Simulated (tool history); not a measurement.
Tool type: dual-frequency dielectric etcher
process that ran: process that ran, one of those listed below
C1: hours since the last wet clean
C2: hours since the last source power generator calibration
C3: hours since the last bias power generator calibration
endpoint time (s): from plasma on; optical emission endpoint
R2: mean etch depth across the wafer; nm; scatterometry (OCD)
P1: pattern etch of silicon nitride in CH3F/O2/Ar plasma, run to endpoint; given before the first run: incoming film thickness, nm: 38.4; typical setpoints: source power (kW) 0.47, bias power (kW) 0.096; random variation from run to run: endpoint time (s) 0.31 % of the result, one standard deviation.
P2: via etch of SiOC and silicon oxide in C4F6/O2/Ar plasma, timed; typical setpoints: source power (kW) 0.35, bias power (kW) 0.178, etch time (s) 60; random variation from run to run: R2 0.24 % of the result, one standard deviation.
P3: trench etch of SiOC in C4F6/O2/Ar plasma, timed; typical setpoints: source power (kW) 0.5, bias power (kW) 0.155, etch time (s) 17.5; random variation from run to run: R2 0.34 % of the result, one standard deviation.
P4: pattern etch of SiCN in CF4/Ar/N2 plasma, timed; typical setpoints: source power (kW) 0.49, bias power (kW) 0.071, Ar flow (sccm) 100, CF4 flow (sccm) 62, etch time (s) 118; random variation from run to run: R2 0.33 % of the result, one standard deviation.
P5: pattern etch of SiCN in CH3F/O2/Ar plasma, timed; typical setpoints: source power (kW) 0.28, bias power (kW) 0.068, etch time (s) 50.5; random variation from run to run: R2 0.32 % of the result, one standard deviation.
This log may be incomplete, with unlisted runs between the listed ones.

Run 1, day 0.279: process that ran P1, source power (kW) 0.47, bias power (kW) 0.096; C1 346.6; C2 632.2; C3 1228.2. Result: endpoint time (s) 45.516.
Run 2, day 0.717: process that ran P2, source power (kW) 0.35, bias power (kW) 0.216, etch time (s) 60; C1 357.1; C2 642.7; C3 1238.7. Result: R2 66.696 nm.
Run 3, day 1.146: process that ran P2, source power (kW) 0.35, bias power (kW) 0.178, etch time (s) 60; C1 367.4; C2 653; C3 1249. Result: R2 62.871 nm.
Run 4, day 1.421: process that ran P3, source power (kW) 0.5, bias power (kW) 0.155, etch time (s) 17.5; C1 374; C2 659.6; C3 1255.6. Result: R2 36.854 nm.
At day 1.708: wet clean of the chamber.
Run 5, day 1.742: process that ran P2, source power (kW) 0.35, bias power (kW) 0.178, etch time (s) 60; C1 0.8; C2 667.3; C3 1263.3. Result: R2 62.824 nm.
Run 6, day 2: process that ran P1, source power (kW) 0.56, bias power (kW) 0.065; C1 7; C2 673.5; C3 1269.5. Result: endpoint time (s) 48.831.
Run 7, day 2.396: process that ran P5, source power (kW) 0.18, bias power (kW) 0.068, etch time (s) 50.5; C1 16.5; C2 683; C3 1279. Result: R2 13.981 nm.
Run 8, day 2.654: process that ran P4, source power (kW) 0.49, bias power (kW) 0.071, etch time (s) 118, Ar flow (sccm) 131, CF4 flow (sccm) 62; C1 22.7; C2 689.2; C3 1285.2. Result: R2 104.45 nm.
Run 9, day 2.888: process that ran P5, source power (kW) 0.28, bias power (kW) 0.068, etch time (s) 50.5; C1 28.3; C2 694.8; C3 1290.8. Result: R2 16.503 nm.
Run 10, day 3.246: process that ran P4, source power (kW) 0.49, bias power (kW) 0.042, etch time (s) 118, Ar flow (sccm) 100, CF4 flow (sccm) 62; C1 36.9; C2 703.4; C3 1299.4. Result: R2 92.202 nm.
Run 11, day 3.517: process that ran P1, source power (kW) 0.47, bias power (kW) 0.096; C1 43.4; C2 709.9; C3 1305.9. Result: endpoint time (s) 45.399.
Run 12, day 3.992: process that ran P1, source power (kW) 0.47, bias power (kW) 0.096; C1 54.8; C2 721.3; C3 1317.3. Result: endpoint time (s) 45.63.
Run 13, day 4.346: process that ran P5, source power (kW) 0.28, bias power (kW) 0.068, etch time (s) 50.5; C1 63.3; C2 729.8; C3 1325.8. Result: R2 16.357 nm.
Run 14, day 4.662: process that ran P1, source power (kW) 0.47, bias power (kW) 0.096; C1 70.9; C2 737.4; C3 1333.4. Result: endpoint time (s) 45.425.
Run 15, day 5.058: process that ran P3, source power (kW) 0.5, bias power (kW) 0.155, etch time (s) 10; C1 80.4; C2 746.9; C3 1342.9. Result: R2 20.957 nm.
Run 16, day 5.504: process that ran P4, source power (kW) 0.49, bias power (kW) 0.071, etch time (s) 118, Ar flow (sccm) 100, CF4 flow (sccm) 62; C1 91.1; C2 757.6; C3 1353.6. Result: R2 108.8 nm.
Run 17, day 5.721: process that ran P1, source power (kW) 0.63, bias power (kW) 0.074; C1 96.3; C2 762.8; C3 1358.8. Result: endpoint time (s) 44.665.
Run 18, day 6.004: process that ran P3, source power (kW) 0.6, bias power (kW) 0.155, etch time (s) 17.5; C1 103.1; C2 769.6; C3 1365.6. Result: R2 39.319 nm.
Run 19, day 6.404: process that ran P2, source power (kW) 0.35, bias power (kW) 0.178, etch time (s) 34.5; C1 112.7; C2 779.2; C3 1375.2. Result: R2 36.085 nm.
Run 20, day 6.871: process that ran P1, source power (kW) 0.47, bias power (kW) 0.131; C1 123.9; C2 790.4; C3 1386.4. Result: endpoint time (s) 40.747.
Run 21, day 7.283: process that ran P1, source power (kW) 0.47, bias power (kW) 0.096; C1 133.8; C2 800.3; C3 1396.3. Result: endpoint time (s) 45.456.
Run 22, day 7.729: process that ran P4, source power (kW) 0.49, bias power (kW) 0.071, etch time (s) 118, Ar flow (sccm) 100, CF4 flow (sccm) 88; C1 144.5; C2 811; C3 1407. Result: R2 115.03 nm.
Run 23, day 7.938: process that ran P1, source power (kW) 0.47, bias power (kW) 0.073; C1 149.5; C2 816; C3 1412. Result: endpoint time (s) 50.104.
Run 24, day 8.421: process that ran P4, source power (kW) 0.49, bias power (kW) 0.071, etch time (s) 172.5, Ar flow (sccm) 100, CF4 flow (sccm) 62; C1 161.1; C2 827.6; C3 1423.6. Result: R2 159.15 nm.
At day 8.762: bias power generator calibrated.
Run 25, day 8.842: process that ran P3, source power (kW) 0.5, bias power (kW) 0.103, etch time (s) 17.5; C1 171.2; C2 837.7; C3 2. Result: R2 32.535 nm.
Run 26, day 9.325: process that ran P2, source power (kW) 0.2, bias power (kW) 0.178, etch time (s) 60; C1 182.8; C2 849.3; C3 13.6. Result: R2 50.73 nm.
Run 27, day 9.75: process that ran P4, source power (kW) 0.31, bias power (kW) 0.071, etch time (s) 118, Ar flow (sccm) 100, CF4 flow (sccm) 62; C1 193; C2 859.5; C3 23.8. Result: R2 73.25 nm.
Run 28, day 10.212: process that ran P1, source power (kW) 0.39, bias power (kW) 0.112; C1 204.1; C2 870.6; C3 34.9. Result: endpoint time (s) 46.207.
Run 29, day 10.671: process that ran P1, source power (kW) 0.31, bias power (kW) 0.096; C1 215.1; C2 881.6; C3 45.9. Result: endpoint time (s) 53.032.
Run 30, day 11.067: process that ran P5, source power (kW) 0.28, bias power (kW) 0.068, etch time (s) 29.5; C1 224.6; C2 891.1; C3 55.4. Result: R2 9.5588 nm.
Run 31, day 11.438: process that ran P1, source power (kW) 0.64, bias power (kW) 0.096; C1 233.5; C2 900; C3 64.3. Result: endpoint time (s) 40.746.
Run 32, day 11.779: process that ran P5, source power (kW) 0.28, bias power (kW) 0.044, etch time (s) 50.5; C1 241.7; C2 908.2; C3 72.5. Result: R2 14.203 nm.
Run 33, day 12.079: process that ran P1, source power (kW) 0.47, bias power (kW) 0.096; C1 248.9; C2 915.4; C3 79.7. Result: endpoint time (s) 45.426.
Run 34, day 12.4: process that ran P1, source power (kW) 0.47, bias power (kW) 0.096; C1 256.6; C2 923.1; C3 87.4. Result: endpoint time (s) 45.376.
Run 35, day 12.758: process that ran P1, source power (kW) 0.47, bias power (kW) 0.096; C1 265.2; C2 931.7; C3 96. Result: endpoint time (s) 45.446.
Run 36, day 13.117: process that ran P1, source power (kW) 0.47, bias power (kW) 0.096; C1 273.8; C2 940.3; C3 104.6. Result: endpoint time (s) 45.012.
Run 37, day 13.583: process that ran P1, source power (kW) 0.47, bias power (kW) 0.096; C1 285; C2 951.5; C3 115.8. Result: endpoint time (s) 45.097.
Run 38, day 13.833: process that ran P1, source power (kW) 0.47, bias power (kW) 0.096; C1 291; C2 957.5; C3 121.8. Result: endpoint time (s) 44.789.
Run 39, day 14.117: process that ran P1, source power (kW) 0.47, bias power (kW) 0.096; C1 297.8; C2 964.3; C3 128.6. Result: endpoint time (s) 44.74.
At day 14.271: wet clean of the chamber.
Run 40, day 14.362: process that ran P1, source power (kW) 0.47, bias power (kW) 0.096; C1 2.3; C2 970.2; C3 134.5. Result: endpoint time (s) 44.824.
Run 41, day 14.729: process that ran P1, source power (kW) 0.47, bias power (kW) 0.096; C1 11.1; C2 979; C3 143.3. Result: endpoint time (s) 44.708.
Run 42, day 15.025: process that ran P1, source power (kW) 0.47, bias power (kW) 0.096; C1 18.2; C2 986.1; C3 150.4. Result: endpoint time (s) 44.717.
Run 43, day 15.492: process that ran P1, source power (kW) 0.47, bias power (kW) 0.096; C1 29.4; C2 997.3; C3 161.6. Result: endpoint time (s) 45.013.

Compared with where it was, what P1 gives has crept away. Each cause listed below fits the log as well as the rest, at the size given for it:
A: bias power that arrives over what is set, % = 4.43
B: source power that arrives over what is set, % = 4.28
At approximately day 12.079, the process output began to creep.
Other possible causes, and why each is ruled out:
chamber walls in a state that raises the etch rate, %: serviced at day 14.271, after the change had begun; the process did not return to its earlier output

Which of the 4 check runs listed below, each an average over 2 wafers with its results shown as question marks, gives clearly different results under the different listed causes?
Run check 1, day 15.958: process that ran P5, source power (kW) 0.21, bias power (kW) 0.068, etch time (s) 50.5. Result: R2 ?.
Run check 2, day 15.958: process that ran P3, source power (kW) 0.5, bias power (kW) 0.109, etch time (s) 17.5. Result: R2 ?.
Run check 3, day 15.958: process that ran P2, source power (kW) 0.21, bias power (kW) 0.178, etch time (s) 60. Result: R2 ?.
Run check 4, day 15.958: process that ran P4, source power (kW) 0.49, bias power (kW) 0.049, etch time (s) 118, Ar flow (sccm) 100, CF4 flow (sccm) 62. Result: R2 ?.

What every check run would give for each of its results, assuming each possible cause in turn:
  check  result    if A    if B
check 1      R2  14.984  14.979
check 2      R2  33.516  33.683
check 3      R2  52.254  52.328
check 4      R2  97.801  100.09
Per-check spread between the two closest causes, in the result where they differ most: check 1 0.03 %; check 2 0.5 %; check 3 0.14 %; check 4 2.31 %
Check 4 tells the causes apart: in the others they would give nearly the same result.

Check 4 has now been run. It gave: R2 97.842 nm. Which of the candidate causes is it?

It was cause A: bias power that arrives over what is set, %.

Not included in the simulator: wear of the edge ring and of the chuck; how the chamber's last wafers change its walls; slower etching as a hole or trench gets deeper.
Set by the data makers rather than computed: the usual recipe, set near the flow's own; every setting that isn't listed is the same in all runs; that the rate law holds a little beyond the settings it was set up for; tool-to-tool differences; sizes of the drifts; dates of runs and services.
